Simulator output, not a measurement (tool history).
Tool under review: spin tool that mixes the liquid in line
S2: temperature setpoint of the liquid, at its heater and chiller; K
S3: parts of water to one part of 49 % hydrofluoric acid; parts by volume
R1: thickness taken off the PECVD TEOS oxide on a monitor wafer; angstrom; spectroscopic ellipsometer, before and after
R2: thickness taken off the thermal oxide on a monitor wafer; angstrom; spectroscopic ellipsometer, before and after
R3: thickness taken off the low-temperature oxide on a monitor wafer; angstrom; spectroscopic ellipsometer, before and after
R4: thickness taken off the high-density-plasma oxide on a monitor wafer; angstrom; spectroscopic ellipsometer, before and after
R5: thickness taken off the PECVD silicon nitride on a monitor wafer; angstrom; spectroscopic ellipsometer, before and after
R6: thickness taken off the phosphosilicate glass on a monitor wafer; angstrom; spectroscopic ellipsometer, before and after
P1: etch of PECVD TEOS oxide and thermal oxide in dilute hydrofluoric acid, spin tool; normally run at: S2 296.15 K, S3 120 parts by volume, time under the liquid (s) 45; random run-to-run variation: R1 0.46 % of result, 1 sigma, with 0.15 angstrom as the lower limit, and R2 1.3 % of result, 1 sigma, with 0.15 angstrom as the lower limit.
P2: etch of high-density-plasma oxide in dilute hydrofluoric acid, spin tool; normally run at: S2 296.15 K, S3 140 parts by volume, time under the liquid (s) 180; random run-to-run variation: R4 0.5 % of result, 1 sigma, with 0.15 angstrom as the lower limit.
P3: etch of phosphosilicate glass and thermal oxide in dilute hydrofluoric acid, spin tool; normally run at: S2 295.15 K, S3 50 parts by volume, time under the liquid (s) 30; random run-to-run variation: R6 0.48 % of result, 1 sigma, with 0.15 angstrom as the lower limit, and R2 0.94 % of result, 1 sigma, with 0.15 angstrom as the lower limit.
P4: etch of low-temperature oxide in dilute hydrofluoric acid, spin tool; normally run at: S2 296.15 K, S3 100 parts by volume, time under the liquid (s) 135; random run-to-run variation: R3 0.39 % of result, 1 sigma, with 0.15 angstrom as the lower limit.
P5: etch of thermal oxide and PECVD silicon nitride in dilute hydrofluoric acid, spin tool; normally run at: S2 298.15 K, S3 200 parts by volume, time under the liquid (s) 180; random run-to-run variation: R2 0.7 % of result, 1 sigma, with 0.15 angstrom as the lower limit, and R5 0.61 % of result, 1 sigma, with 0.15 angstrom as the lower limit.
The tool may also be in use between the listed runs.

{"run": 1, "day": 0.262, "process that ran": "P1", "S2": 296.15, "S3": 120, "time under the liquid (s)": 45, "R1": 68.911, "R2": 16.846}
{"run": 2, "day": 0.662, "process that ran": "P1", "S2": 302.65, "S3": 120, "time under the liquid (s)": 20, "R1": 39.743, "R2": 9.5817}
{"run": 3, "day": 0.9, "process that ran": "P4", "S2": 296.15, "S3": 100, "time under the liquid (s)": 250, "R3": 259.2}
{"run": 4, "day": 1.138, "process that ran": "P2", "S2": 296.15, "S3": 140, "time under the liquid (s)": 25, "R4": 10.11}
{"run": 5, "day": 1.521, "process that ran": "P5", "S2": 298.15, "S3": 200, "time under the liquid (s)": 180, "R2": 38.557, "R5": 43.134}
{"run": 6, "day": 1.75, "process that ran": "P4", "S2": 296.15, "S3": 100, "time under the liquid (s)": 135, "R3": 140.19}
{"run": 7, "day": 2.1, "process that ran": "P4", "S2": 290.15, "S3": 100, "time under the liquid (s)": 135, "R3": 110.33}
{"run": 8, "day": 2.504, "process that ran": "P1", "S2": 296.15, "S3": 190, "time under the liquid (s)": 45, "R1": 40.028, "R2": 9.4364}
{"run": 9, "day": 2.729, "process that ran": "P4", "S2": 296.15, "S3": 35, "time under the liquid (s)": 135, "R3": 434.16}
{"run": 10, "day": 3.142, "process that ran": "P1", "S2": 296.15, "S3": 120, "time under the liquid (s)": 15, "R1": 23.479, "R2": 5.6087}
{"run": 11, "day": 3.492, "process that ran": "P3", "S2": 295.15, "S3": 50, "time under the liquid (s)": 30, "R2": 28.33, "R6": 1159.5}
{"run": 12, "day": 3.85, "process that ran": "P1", "S2": 301.65, "S3": 120, "time under the liquid (s)": 45, "R1": 85.906, "R2": 19.916}
{"run": 13, "day": 4.133, "process that ran": "P3", "S2": 299.15, "S3": 50, "time under the liquid (s)": 30, "R2": 32.914, "R6": 1369.2}
{"run": 14, "day": 4.404, "process that ran": "P1", "S2": 296.15, "S3": 120, "time under the liquid (s)": 45, "R1": 69.49, "R2": 16.383}
{"run": 15, "day": 4.671, "process that ran": "P3", "S2": 295.15, "S3": 50, "time under the liquid (s)": 15, "R2": 14.369, "R6": 577.18}
{"run": 16, "day": 4.921, "process that ran": "P1", "S2": 296.15, "S3": 120, "time under the liquid (s)": 45, "R1": 68.748, "R2": 16.623}
{"run": 17, "day": 5.167, "process that ran": "P1", "S2": 296.15, "S3": 120, "time under the liquid (s)": 45, "R1": 69.541, "R2": 17.025}
{"run": 18, "day": 5.458, "process that ran": "P5", "S2": 290.15, "S3": 200, "time under the liquid (s)": 180, "R2": 28.457, "R5": 25.222}
{"run": 19, "day": 5.808, "process that ran": "P5", "S2": 298.15, "S3": 70, "time under the liquid (s)": 180, "R2": 131.08, "R5": 120.58}
{"run": 20, "day": 6.121, "process that ran": "P1", "S2": 296.15, "S3": 120, "time under the liquid (s)": 45, "R1": 69.01, "R2": 16.261}
{"run": 21, "day": 6.321, "process that ran": "P2", "S2": 296.15, "S3": 140, "time under the liquid (s)": 180, "R4": 72.941}
{"run": 22, "day": 6.583, "process that ran": "P1", "S2": 296.15, "S3": 120, "time under the liquid (s)": 45, "R1": 68.783, "R2": 16.532}
{"run": 23, "day": 6.804, "process that ran": "P2", "S2": 296.15, "S3": 200, "time under the liquid (s)": 180, "R4": 47.713}
{"run": 24, "day": 7.142, "process that ran": "P4", "S2": 296.15, "S3": 100, "time under the liquid (s)": 135, "R3": 139.76}
{"run": 25, "day": 7.342, "process that ran": "P5", "S2": 298.15, "S3": 200, "time under the liquid (s)": 20, "R2": 4.4165, "R5": 4.938}
{"run": 26, "day": 7.688, "process that ran": "P3", "S2": 295.15, "S3": 50, "time under the liquid (s)": 30, "R2": 28.25, "R6": 1163.3}
{"run": 27, "day": 8.0, "process that ran": "P1", "S2": 290.65, "S3": 120, "time under the liquid (s)": 15, "R1": 18.519, "R2": 4.2697}
{"run": 28, "day": 8.354, "process that ran": "P3", "S2": 295.15, "S3": 90, "time under the liquid (s)": 30, "R2": 14.784, "R6": 614.05}
{"run": 29, "day": 8.692, "process that ran": "P2", "S2": 291.15, "S3": 140, "time under the liquid (s)": 180, "R4": 60.479}
{"run": 30, "day": 9.05, "process that ran": "P1", "S2": 290.15, "S3": 120, "time under the liquid (s)": 45, "R1": 54.351, "R2": 12.895}
{"run": 31, "day": 9.342, "process that ran": "P1", "S2": 296.15, "S3": 120, "time under the liquid (s)": 75, "R1": 114.93, "R2": 27.712}
{"run": 32, "day": 9.721, "process that ran": "P1", "S2": 296.15, "S3": 30, "time under the liquid (s)": 45, "R1": 313.61, "R2": 73.781}
{"run": 33, "day": 10.029, "process that ran": "P5", "S2": 298.15, "S3": 200, "time under the liquid (s)": 180, "R2": 39.095, "R5": 42.821}
{"run": 34, "day": 10.321, "process that ran": "P1", "S2": 296.15, "S3": 120, "time under the liquid (s)": 45, "R1": 69.622, "R2": 16.904}
{"run": 35, "day": 10.625, "process that ran": "P1", "S2": 296.15, "S3": 120, "time under the liquid (s)": 45, "R1": 72.278, "R2": 17.601}
{"run": 36, "day": 11.029, "process that ran": "P1", "S2": 296.15, "S3": 120, "time under the liquid (s)": 45, "R1": 74.283, "R2": 18.035}
{"run": 37, "day": 11.383, "process that ran": "P1", "S2": 296.15, "S3": 120, "time under the liquid (s)": 45, "R1": 75.067, "R2": 18.359}
{"run": 38, "day": 11.638, "process that ran": "P1", "S2": 296.15, "S3": 120, "time under the liquid (s)": 45, "R1": 75.251, "R2": 18.241}
{"run": 39, "day": 11.904, "process that ran": "P1", "S2": 296.15, "S3": 120, "time under the liquid (s)": 45, "R1": 75.039, "R2": 18.261}
{"run": 40, "day": 12.171, "process that ran": "P1", "S2": 296.15, "S3": 120, "time under the liquid (s)": 45, "R1": 76.251, "R2": 18.377}
{"run": 41, "day": 12.529, "process that ran": "P1", "S2": 296.15, "S3": 120, "time under the liquid (s)": 45, "R1": 76.021, "R2": 18.565}

What P1 gives has crept away from where it was. These 2 causes fit the log equally well, each at the size given:
A: liquid hotter than its thermometer reads (K) = 2.31
B: hydrofluoric acid flow above the setpoint (%) = 8.25
At approximately day 10.321, the process output began to creep.

4 check runs are offered, one wafer each, their results left as question marks. Which one tells the causes apart?
{"run": "check 1", "day": 12.888, "process that ran": "P2", "S2": 296.15, "S3": 185, "time under the liquid (s)": 75, "R4": "?"}
{"run": "check 2", "day": 12.888, "process that ran": "P5", "S2": 298.15, "S3": 85, "time under the liquid (s)": 45, "R2": "?", "R5": "?"}
{"run": "check 3", "day": 12.888, "process that ran": "P4", "S2": 290.15, "S3": 100, "time under the liquid (s)": 240, "R3": "?"}
{"run": "check 4", "day": 12.888, "process that ran": "P3", "S2": 298.65, "S3": 50, "time under the liquid (s)": 15, "R2": "?", "R6": "?"}

Outcome of each check run for each possible cause:
check=check_1 result=R4 if_A=23.953 if_B=24.155
check=check_2 result=R2 if_A=28.672 if_B=28.583
check=check_2 result=R5 if_A=29.027 if_B=27.002
check=check_3 result=R3 if_A=214.73 if_B=212.75
check=check_4 result=R2 if_A=18.008 if_B=17.854
check=check_4 result=R6 if_A=734.55 if_B=728.28
Smallest distance between any two causes, each pair judged by its most separating result, in per cent: check 1 0.84 %; check 2 7.23 %; check 3 0.92 %; check 4 0.86 %
The causes can be told apart only by check 2. The other checks would give nearly the same results under each of them.

Here is what check 2 returned: R2 28.64 angstrom; R5 26.943 angstrom. Which cause is it?

B is the cause: hydrofluoric acid flow above the setpoint (%).

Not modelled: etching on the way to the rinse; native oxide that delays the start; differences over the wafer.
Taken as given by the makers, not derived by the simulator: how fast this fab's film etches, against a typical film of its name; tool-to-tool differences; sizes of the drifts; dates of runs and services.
